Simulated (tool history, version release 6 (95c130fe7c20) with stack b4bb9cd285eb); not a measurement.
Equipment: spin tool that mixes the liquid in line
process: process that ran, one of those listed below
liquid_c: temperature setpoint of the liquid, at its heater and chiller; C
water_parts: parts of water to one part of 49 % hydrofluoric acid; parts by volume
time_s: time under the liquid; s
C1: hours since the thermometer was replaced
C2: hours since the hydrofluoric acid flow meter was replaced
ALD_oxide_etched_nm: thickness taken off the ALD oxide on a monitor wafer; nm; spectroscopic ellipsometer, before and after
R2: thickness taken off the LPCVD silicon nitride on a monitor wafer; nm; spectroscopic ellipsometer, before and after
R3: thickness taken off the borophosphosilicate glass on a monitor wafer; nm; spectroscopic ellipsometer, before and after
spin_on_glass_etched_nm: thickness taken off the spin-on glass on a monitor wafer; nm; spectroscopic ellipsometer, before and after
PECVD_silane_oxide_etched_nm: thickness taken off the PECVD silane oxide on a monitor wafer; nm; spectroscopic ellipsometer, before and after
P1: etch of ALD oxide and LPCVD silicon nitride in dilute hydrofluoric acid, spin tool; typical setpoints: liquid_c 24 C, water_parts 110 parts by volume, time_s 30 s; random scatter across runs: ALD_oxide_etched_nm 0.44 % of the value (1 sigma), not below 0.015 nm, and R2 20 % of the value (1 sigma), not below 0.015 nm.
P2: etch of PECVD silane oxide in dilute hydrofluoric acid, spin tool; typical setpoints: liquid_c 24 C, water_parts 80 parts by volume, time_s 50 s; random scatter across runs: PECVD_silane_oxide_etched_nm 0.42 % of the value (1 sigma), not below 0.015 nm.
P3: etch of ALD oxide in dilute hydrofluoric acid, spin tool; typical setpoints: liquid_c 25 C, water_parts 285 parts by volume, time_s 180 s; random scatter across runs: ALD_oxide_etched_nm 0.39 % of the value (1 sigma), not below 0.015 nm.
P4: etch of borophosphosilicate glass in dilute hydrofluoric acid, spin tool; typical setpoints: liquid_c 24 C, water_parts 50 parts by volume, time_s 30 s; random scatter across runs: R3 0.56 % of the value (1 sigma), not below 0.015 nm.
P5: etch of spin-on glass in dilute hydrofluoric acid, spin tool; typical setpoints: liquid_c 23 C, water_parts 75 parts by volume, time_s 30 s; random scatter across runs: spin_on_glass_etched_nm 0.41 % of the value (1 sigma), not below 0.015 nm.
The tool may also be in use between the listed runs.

Run 1, hour 4.8: process P1, liquid_c 24 C, water_parts 110 parts by volume, time_s 30 s; C1 531.6; C2 330.3. Result: ALD_oxide_etched_nm 8.8719 nm, R2 0.082417 nm.
Run 2, hour 12.9: process P1, liquid_c 24 C, water_parts 110 parts by volume, time_s 15 s; C1 539.7; C2 338.4. Result: ALD_oxide_etched_nm 4.4334 nm, R2 0.036652 nm.
Run 3, hour 20.2: process P1, liquid_c 24 C, water_parts 110 parts by volume, time_s 30 s; C1 547.0; C2 345.7. Result: ALD_oxide_etched_nm 8.8117 nm, R2 0.115440 nm.
At hour 24.8: thermometer replaced.
Run 4, hour 29.4: process P1, liquid_c 24 C, water_parts 110 parts by volume, time_s 30 s; C1 4.7; C2 354.9. Result: ALD_oxide_etched_nm 8.8533 nm, R2 0.170400 nm.
Run 5, hour 38.3: process P1, liquid_c 24 C, water_parts 65 parts by volume, time_s 30 s; C1 13.6; C2 363.8. Result: ALD_oxide_etched_nm 15.8600 nm, R2 0.186650 nm.
Run 6, hour 43.1: process P4, liquid_c 24 C, water_parts 50 parts by volume, time_s 30 s; C1 18.4; C2 368.6. Result: R3 28.699 nm.
Run 7, hour 48.7: process P1, liquid_c 24 C, water_parts 110 parts by volume, time_s 30 s; C1 24.0; C2 374.2. Result: ALD_oxide_etched_nm 8.7943 nm, R2 0.117500 nm.
Run 8, hour 58.1: process P1, liquid_c 20 C, water_parts 110 parts by volume, time_s 30 s; C1 33.4; C2 383.6. Result: ALD_oxide_etched_nm 7.5093 nm, R2 0.101710 nm.
Run 9, hour 67.7: process P3, liquid_c 33 C, water_parts 285 parts by volume, time_s 180 s; C1 43.0; C2 393.2. Result: ALD_oxide_etched_nm 8.1024 nm.
Run 10, hour 73.8: process P5, liquid_c 23 C, water_parts 75 parts by volume, time_s 30 s; C1 49.1; C2 399.3. Result: spin_on_glass_etched_nm 23.926 nm.
Run 11, hour 79.6: process P5, liquid_c 23 C, water_parts 140 parts by volume, time_s 30 s; C1 54.9; C2 405.1. Result: spin_on_glass_etched_nm 11.935 nm.
Run 12, hour 84.8: process P1, liquid_c 24 C, water_parts 110 parts by volume, time_s 30 s; C1 60.1; C2 410.3. Result: ALD_oxide_etched_nm 8.8894 nm, R2 0.085229 nm.
Run 13, hour 89.7: process P4, liquid_c 24 C, water_parts 30 parts by volume, time_s 30 s; C1 65.0; C2 415.2. Result: R3 49.395 nm.
Run 14, hour 95.4: process P2, liquid_c 24 C, water_parts 80 parts by volume, time_s 50 s; C1 70.7; C2 420.9. Result: PECVD_silane_oxide_etched_nm 31.7900 nm.
Run 15, hour 102.2: process P1, liquid_c 28 C, water_parts 60 parts by volume, time_s 30 s; C1 77.5; C2 427.7. Result: ALD_oxide_etched_nm 20.1350 nm, R2 0.257500 nm.
Run 16, hour 108.1: process P3, liquid_c 25 C, water_parts 400 parts by volume, time_s 180 s; C1 83.4; C2 433.6. Result: ALD_oxide_etched_nm 4.0007 nm.
Run 17, hour 116.2: process P1, liquid_c 24 C, water_parts 200 parts by volume, time_s 30 s; C1 91.5; C2 441.7. Result: ALD_oxide_etched_nm 4.4217 nm, R2 0.060832 nm.
Run 18, hour 125.5: process P1, liquid_c 32 C, water_parts 110 parts by volume, time_s 30 s; C1 100.8; C2 451.0. Result: ALD_oxide_etched_nm 12.0300 nm, R2 0.253640 nm.
Run 19, hour 131.6: process P2, liquid_c 30 C, water_parts 80 parts by volume, time_s 50 s; C1 106.9; C2 457.1. Result: PECVD_silane_oxide_etched_nm 40.1470 nm.
Run 20, hour 141.6: process P5, liquid_c 23 C, water_parts 75 parts by volume, time_s 15 s; C1 116.9; C2 467.1. Result: spin_on_glass_etched_nm 11.980 nm.
Run 21, hour 146.3: process P1, liquid_c 24 C, water_parts 110 parts by volume, time_s 50 s; C1 121.6; C2 471.8. Result: ALD_oxide_etched_nm 14.5930 nm, R2 0.175100 nm.
Run 22, hour 153.4: process P2, liquid_c 24 C, water_parts 125 parts by volume, time_s 50 s; C1 128.7; C2 478.9. Result: PECVD_silane_oxide_etched_nm 19.1500 nm.
Run 23, hour 159.2: process P3, liquid_c 25 C, water_parts 285 parts by volume, time_s 300 s; C1 134.5; C2 484.7. Result: ALD_oxide_etched_nm 10.5180 nm.
Run 24, hour 168.6: process P4, liquid_c 24 C, water_parts 50 parts by volume, time_s 65 s; C1 143.9; C2 494.1. Result: R3 61.913 nm.
Run 25, hour 178.5: process P2, liquid_c 24 C, water_parts 80 parts by volume, time_s 15 s; C1 153.8; C2 504.0. Result: PECVD_silane_oxide_etched_nm 9.5122 nm.
Run 26, hour 185.6: process P3, liquid_c 25 C, water_parts 285 parts by volume, time_s 180 s; C1 160.9; C2 511.1. Result: ALD_oxide_etched_nm 6.2709 nm.

Run 27 has not been measured yet. What should we expect?
Run 27, hour 195.9: process P1, liquid_c 24 C, water_parts 110 parts by volume, time_s 30 s; C1 171.2; C2 521.4. Result: ALD_oxide_etched_nm ?, R2 ?.

{"run 27": {"ALD_oxide_etched_nm": 8.9016, "R2": 0.14105}}
